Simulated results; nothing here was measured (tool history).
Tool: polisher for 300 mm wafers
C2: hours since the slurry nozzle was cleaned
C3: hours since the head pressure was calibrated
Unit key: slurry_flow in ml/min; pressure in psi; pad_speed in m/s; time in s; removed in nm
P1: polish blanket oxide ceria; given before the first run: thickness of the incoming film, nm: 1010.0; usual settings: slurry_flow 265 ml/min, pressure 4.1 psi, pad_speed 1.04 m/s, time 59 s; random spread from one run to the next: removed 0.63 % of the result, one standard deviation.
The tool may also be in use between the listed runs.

{"run": 1, "hour": 13.1, "slurry_flow": 265, "pressure": 4.1, "pad_speed": 1.04, "time": 59, "wafers polished on this pad": 923, "C2": 274.8, "C3": 174.5, "removed": 314.09}
{"run": 2, "hour": 26.6, "slurry_flow": 265, "pressure": 5.6, "pad_speed": 1.04, "time": 82, "wafers polished on this pad": 1051, "C2": 288.3, "C3": 188, "removed": 602}
{"run": 3, "hour": 42.5, "slurry_flow": 265, "pressure": 5.9, "pad_speed": 1.04, "time": 59, "wafers polished on this pad": 1202, "C2": 304.2, "C3": 203.9, "removed": 453.64}
{"run": 4, "hour": 54.0, "slurry_flow": 265, "pressure": 4.1, "pad_speed": 1.04, "time": 59, "wafers polished on this pad": 1311, "C2": 315.7, "C3": 215.4, "removed": 317.84}
{"run": 5, "hour": 63.1, "slurry_flow": 265, "pressure": 4.1, "pad_speed": 1.04, "time": 82, "wafers polished on this pad": 1398, "C2": 324.8, "C3": 224.5, "removed": 443.08}
{"run": 6, "hour": 80.2, "slurry_flow": 160, "pressure": 4.1, "pad_speed": 1.04, "time": 59, "wafers polished on this pad": 1560, "C2": 341.9, "C3": 241.6, "removed": 296.12}
{"run": 7, "hour": 92.8, "slurry_flow": 265, "pressure": 4.1, "pad_speed": 1.04, "time": 41, "wafers polished on this pad": 1679, "C2": 354.5, "C3": 254.2, "removed": 220.25}
{"run": 8, "hour": 109.7, "slurry_flow": 380, "pressure": 4.1, "pad_speed": 1.04, "time": 59, "wafers polished on this pad": 1840, "C2": 371.4, "C3": 271.1, "removed": 326.61}
{"run": 9, "hour": 122.1, "slurry_flow": 265, "pressure": 4.1, "pad_speed": 1.04, "time": 59, "wafers polished on this pad": 1957, "C2": 383.8, "C3": 283.5, "removed": 317.21}
{"run": 10, "hour": 133.7, "slurry_flow": 265, "pressure": 2.4, "pad_speed": 1.04, "time": 59, "wafers polished on this pad": 2067, "C2": 395.4, "C3": 295.1, "removed": 186.51}
{"run": 11, "hour": 143.3, "slurry_flow": 265, "pressure": 4.1, "pad_speed": 1.04, "time": 59, "wafers polished on this pad": 2159, "C2": 405, "C3": 304.7, "removed": 315.46}
{"run": 12, "hour": 151.3, "slurry_flow": 265, "pressure": 4.1, "pad_speed": 0.7, "time": 59, "wafers polished on this pad": 2234, "C2": 413, "C3": 312.7, "removed": 211.93}

Predict the results of run 13:
{"run": 13, "hour": 162.7, "slurry_flow": 265, "pressure": 4.1, "pad_speed": 1.52, "time": 59, "wafers polished on this pad": 2343, "C2": 424.4, "C3": 324.1, "removed": "?"}

removed: 463.17 nm
